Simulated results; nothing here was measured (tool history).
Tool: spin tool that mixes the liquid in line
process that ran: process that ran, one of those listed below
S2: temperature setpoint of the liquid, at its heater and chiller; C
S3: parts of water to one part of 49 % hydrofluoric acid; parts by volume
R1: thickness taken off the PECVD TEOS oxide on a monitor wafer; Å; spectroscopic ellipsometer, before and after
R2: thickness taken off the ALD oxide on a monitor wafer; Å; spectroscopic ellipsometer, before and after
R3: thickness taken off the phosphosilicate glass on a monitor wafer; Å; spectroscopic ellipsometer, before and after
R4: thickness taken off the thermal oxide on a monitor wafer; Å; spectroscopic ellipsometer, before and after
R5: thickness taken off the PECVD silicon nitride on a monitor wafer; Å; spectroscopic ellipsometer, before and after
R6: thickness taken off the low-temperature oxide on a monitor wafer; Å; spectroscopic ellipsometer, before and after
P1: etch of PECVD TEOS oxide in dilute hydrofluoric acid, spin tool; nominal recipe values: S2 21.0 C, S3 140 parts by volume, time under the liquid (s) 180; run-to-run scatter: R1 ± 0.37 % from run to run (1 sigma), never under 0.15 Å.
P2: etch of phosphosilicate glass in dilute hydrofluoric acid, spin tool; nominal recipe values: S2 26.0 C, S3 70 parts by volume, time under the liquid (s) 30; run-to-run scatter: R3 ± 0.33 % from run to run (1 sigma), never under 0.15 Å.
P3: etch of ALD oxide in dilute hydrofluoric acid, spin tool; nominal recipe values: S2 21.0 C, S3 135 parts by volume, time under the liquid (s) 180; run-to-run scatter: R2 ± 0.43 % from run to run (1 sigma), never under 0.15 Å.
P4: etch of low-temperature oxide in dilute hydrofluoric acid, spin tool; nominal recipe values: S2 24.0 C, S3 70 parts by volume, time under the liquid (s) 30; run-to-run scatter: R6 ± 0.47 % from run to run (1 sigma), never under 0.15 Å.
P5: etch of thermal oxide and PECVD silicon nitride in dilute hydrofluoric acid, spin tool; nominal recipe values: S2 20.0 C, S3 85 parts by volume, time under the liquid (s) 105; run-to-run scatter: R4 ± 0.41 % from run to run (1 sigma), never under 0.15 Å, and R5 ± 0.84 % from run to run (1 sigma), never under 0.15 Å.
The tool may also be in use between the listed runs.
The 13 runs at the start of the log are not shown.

run 14 day=3.779 | process_that_ran=P1 S2=21.0 S3=55 time_under_the_liquid_(s)=180 | R1=480.310
run 15 day=4.121 | process_that_ran=P3 S2=21.0 S3=65 time_under_the_liquid_(s)=180 | R2=573.82
run 16 day=4.383 | process_that_ran=P1 S2=28.0 S3=140 time_under_the_liquid_(s)=180 | R1=222.640
run 17 day=4.638 | process_that_ran=P4 S2=24.0 S3=70 time_under_the_liquid_(s)=15 | R6=57.822
run 18 day=4.900 | process_that_ran=P5 S2=20.0 S3=85 time_under_the_liquid_(s)=35 | R4=17.496 R5=10.717
run 19 day=5.238 | process_that_ran=P1 S2=24.0 S3=40 time_under_the_liquid_(s)=180 | R1=760.480
run 20 day=5.483 | process_that_ran=P1 S2=21.0 S3=140 time_under_the_liquid_(s)=65 | R1=62.108
run 21 day=5.846 | process_that_ran=P3 S2=17.0 S3=135 time_under_the_liquid_(s)=180 | R2=216.37
run 22 day=6.046 | process_that_ran=P4 S2=28.5 S3=70 time_under_the_liquid_(s)=30 | R6=139.370
run 23 day=6.425 | process_that_ran=P3 S2=21.0 S3=135 time_under_the_liquid_(s)=180 | R2=251.82
run 24 day=6.646 | process_that_ran=P4 S2=24.0 S3=35 time_under_the_liquid_(s)=30 | R6=242.260
run 25 day=7.004 | process_that_ran=P1 S2=21.0 S3=235 time_under_the_liquid_(s)=105 | R1=53.515
run 26 day=7.204 | process_that_ran=P2 S2=26.0 S3=70 time_under_the_liquid_(s)=30 | R3=614.01
run 27 day=7.550 | process_that_ran=P1 S2=21.0 S3=140 time_under_the_liquid_(s)=180 | R1=169.920
run 28 day=7.788 | process_that_ran=P1 S2=21.0 S3=195 time_under_the_liquid_(s)=180 | R1=116.580
run 29 day=8.096 | process_that_ran=P1 S2=21.0 S3=140 time_under_the_liquid_(s)=180 | R1=170.410
run 30 day=8.296 | process_that_ran=P1 S2=17.0 S3=140 time_under_the_liquid_(s)=180 | R1=145.100
run 31 day=8.512 | process_that_ran=P1 S2=21.0 S3=140 time_under_the_liquid_(s)=180 | R1=170.290

What does the tool deliver on the next run?
run 32 day=8.808 | process_that_ran=P4 S2=24.0 S3=70 time_under_the_liquid_(s)=30 | R6=?

R6: 116.080 Å

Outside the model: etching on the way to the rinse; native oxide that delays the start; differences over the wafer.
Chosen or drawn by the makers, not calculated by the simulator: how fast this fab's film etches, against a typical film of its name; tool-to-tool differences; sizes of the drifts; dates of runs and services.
